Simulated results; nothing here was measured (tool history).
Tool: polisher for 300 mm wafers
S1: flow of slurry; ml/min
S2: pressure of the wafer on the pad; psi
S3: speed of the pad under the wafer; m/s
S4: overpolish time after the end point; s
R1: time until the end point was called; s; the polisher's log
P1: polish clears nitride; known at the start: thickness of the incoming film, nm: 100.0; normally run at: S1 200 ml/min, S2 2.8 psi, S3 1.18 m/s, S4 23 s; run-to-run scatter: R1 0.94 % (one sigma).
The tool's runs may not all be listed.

run 1 hour=7.4 | S1=200 S2=2.8 S3=1.18 S4=23 | R1=103.810
run 2 hour=13.9 | S1=200 S2=2.8 S3=1.48 S4=23 | R1=81.462
run 3 hour=22.4 | S1=200 S2=2.8 S3=1.18 S4=23 | R1=102.880
run 4 hour=31.4 | S1=200 S2=1.6 S3=1.18 S4=23 | R1=179.700
-- hour=31.6 slurry nozzle cleaned
run 5 hour=41.2 | S1=295 S2=2.8 S3=1.18 S4=23 | R1=98.281
run 6 hour=48.9 | S1=200 S2=2.8 S3=1.18 S4=23 | R1=102.420
run 7 hour=58.4 | S1=120 S2=2.8 S3=1.18 S4=40 | R1=111.350
run 8 hour=66.4 | S1=200 S2=2.8 S3=1.18 S4=23 | R1=103.450
run 9 hour=74.1 | S1=200 S2=2.8 S3=1.18 S4=23 | R1=103.410
run 10 hour=83.8 | S1=200 S2=2.8 S3=1.18 S4=7 | R1=102.930
run 11 hour=91.0 | S1=200 S2=2.8 S3=0.54 S4=23 | R1=226.380
run 12 hour=101.4 | S1=200 S2=4.2 S3=1.18 S4=23 | R1=68.717
run 13 hour=109.6 | S1=200 S2=2.8 S3=1.18 S4=44 | R1=103.490
run 14 hour=120.3 | S1=120 S2=2.8 S3=1.18 S4=23 | R1=113.100
run 15 hour=131.5 | S1=200 S2=2.8 S3=1.18 S4=23 | R1=103.700

Forecast run 16:
run 16 hour=139.1 | S1=200 S2=2.8 S3=1.18 S4=23 | R1=?

Run 16 gave R1 104.380 s.

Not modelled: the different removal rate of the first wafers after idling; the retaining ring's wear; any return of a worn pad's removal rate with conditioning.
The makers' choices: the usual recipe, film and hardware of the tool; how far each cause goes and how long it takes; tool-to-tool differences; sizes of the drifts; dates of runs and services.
